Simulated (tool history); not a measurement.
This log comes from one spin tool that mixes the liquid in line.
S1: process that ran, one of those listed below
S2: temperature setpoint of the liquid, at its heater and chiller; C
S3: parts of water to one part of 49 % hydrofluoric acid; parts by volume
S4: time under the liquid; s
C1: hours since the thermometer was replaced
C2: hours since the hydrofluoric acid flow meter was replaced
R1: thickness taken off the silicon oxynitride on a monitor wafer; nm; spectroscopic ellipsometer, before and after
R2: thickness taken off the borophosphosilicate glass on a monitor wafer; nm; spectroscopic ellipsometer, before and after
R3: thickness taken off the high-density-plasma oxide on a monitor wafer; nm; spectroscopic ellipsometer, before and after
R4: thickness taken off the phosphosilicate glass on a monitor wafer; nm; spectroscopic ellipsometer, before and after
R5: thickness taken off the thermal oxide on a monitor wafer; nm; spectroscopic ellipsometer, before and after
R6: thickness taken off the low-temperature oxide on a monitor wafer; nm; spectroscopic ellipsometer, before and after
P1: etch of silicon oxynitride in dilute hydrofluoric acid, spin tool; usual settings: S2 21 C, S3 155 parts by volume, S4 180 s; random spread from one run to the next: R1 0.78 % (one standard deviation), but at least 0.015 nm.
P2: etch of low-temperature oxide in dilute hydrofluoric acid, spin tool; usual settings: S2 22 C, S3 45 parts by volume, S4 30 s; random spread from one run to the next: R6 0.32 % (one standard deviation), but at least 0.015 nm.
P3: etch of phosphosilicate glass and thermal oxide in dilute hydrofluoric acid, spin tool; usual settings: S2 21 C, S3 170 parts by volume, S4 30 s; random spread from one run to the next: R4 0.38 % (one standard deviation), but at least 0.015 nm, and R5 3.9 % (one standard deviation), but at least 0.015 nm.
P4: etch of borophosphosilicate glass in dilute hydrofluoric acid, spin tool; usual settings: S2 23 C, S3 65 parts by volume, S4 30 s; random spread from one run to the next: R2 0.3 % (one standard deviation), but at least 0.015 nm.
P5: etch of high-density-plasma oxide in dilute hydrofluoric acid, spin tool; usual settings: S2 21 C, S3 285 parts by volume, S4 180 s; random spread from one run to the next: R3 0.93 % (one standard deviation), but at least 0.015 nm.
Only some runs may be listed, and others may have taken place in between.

| run | hour | S1 | S2 | S3 | S4 | C1 | C2 | R1 | R2 | R3 | R4 | R5 | R6 |
|---|---|---|---|---|---|---|---|---|---|---|---|---|---|
| 1 | 4.4 | P1 | 21 | 155 | 180 | 576.3 | 497.8 | 3.2886 |  |  |  |  |  |
| 2 | 9.4 | P1 | 17.5 | 155 | 180 | 581.3 | 502.8 | 2.807 |  |  |  |  |  |
| 3 | 14.2 | P1 | 21 | 155 | 180 | 586.1 | 507.6 | 3.2254 |  |  |  |  |  |
| 4 | 21.3 | P1 | 21 | 265 | 180 | 593.2 | 514.7 | 1.7407 |  |  |  |  |  |
| 5 | 27 | P4 | 17.5 | 65 | 30 | 598.9 | 520.4 |  | 15.575 |  |  |  |  |
| 6 | 34.7 | P1 | 21 | 155 | 15 | 606.6 | 528.1 | 0.28477 |  |  |  |  |  |
| 7 | 42.5 | P1 | 21 | 155 | 180 | 614.4 | 535.9 | 3.2574 |  |  |  |  |  |
| 8 | 47.7 | P5 | 21 | 285 | 180 | 619.6 | 541.1 |  |  | 2.2837 |  |  |  |
| 9 | 51.5 | P1 | 21 | 155 | 180 | 623.4 | 544.9 | 3.2303 |  |  |  |  |  |
| 10 | 55.1 | P3 | 21 | 170 | 30 | 627 | 548.5 |  |  |  | 29.267 | 0.68582 |  |
| 11 | 61.6 | P1 | 21 | 155 | 360 | 633.5 | 555 | 6.4634 |  |  |  |  |  |
| 12 | 65.4 | P5 | 21 | 285 | 180 | 637.3 | 558.8 |  |  | 2.3216 |  |  |  |
| 13 | 69.6 | P5 | 21 | 285 | 20 | 641.5 | 563 |  |  | 0.26105 |  |  |  |
| 14 | 75.4 | P2 | 22 | 25 | 30 | 647.3 | 568.8 |  |  |  |  |  | 22.793 |
| 15 | 80.5 | P1 | 26.5 | 155 | 180 | 652.4 | 573.9 | 4.1882 |  |  |  |  |  |
| 16 | 84.8 | P5 | 17 | 285 | 180 | 656.7 | 578.2 |  |  | 1.9676 |  |  |  |
| 17 | 91.1 | P3 | 21 | 30 | 30 | 663 | 584.5 |  |  |  | 195.58 | 4.5894 |  |
| 18 | 97.9 | P1 | 21 | 35 | 180 | 669.8 | 591.3 | 15.644 |  |  |  |  |  |
| 19 | 102.9 | P5 | 21 | 445 | 180 | 674.8 | 596.3 |  |  | 1.2775 |  |  |  |
| 20 | 109 | P2 | 27.5 | 45 | 30 | 680.9 | 602.4 |  |  |  |  |  | 15.48 |
| 21 | 113.3 | P4 | 23 | 65 | 30 | 685.2 | 606.7 |  | 19.622 |  |  |  |  |
| 22 | 118.3 | P3 | 21 | 170 | 15 | 690.2 | 611.7 |  |  |  | 14.742 | 0.33493 |  |
| 23 | 123.7 | P1 | 21 | 155 | 180 | 695.6 | 617.1 | 3.3313 |  |  |  |  |  |
| 24 | 131.5 | P4 | 23 | 65 | 45 | 703.4 | 624.9 |  | 29.451 |  |  |  |  |
| 25 | 137.4 | P4 | 23 | 20 | 30 | 709.3 | 630.8 |  | 67.138 |  |  |  |  |
| 26 | 141.7 | P2 | 22 | 45 | 15 | 713.6 | 635.1 |  |  |  |  |  | 6.1758 |
| 27 | 145.3 | P1 | 17 | 155 | 30 | 717.2 | 638.7 | 0.4527 |  |  |  |  |  |
| 28 | 149.4 | P3 | 25.5 | 170 | 30 | 721.3 | 642.8 |  |  |  | 35.047 | 0.74148 |  |
| 29 | 156.5 | P2 | 22 | 45 | 30 | 728.4 | 649.9 |  |  |  |  |  | 12.422 |

Run 30 has not been measured yet. What should we expect?
| 30 | 164.2 | P1 | 21 | 155 | 180 | 736.1 | 657.6 | ? |  |  |  |  |  |

R1: 3.23 nm
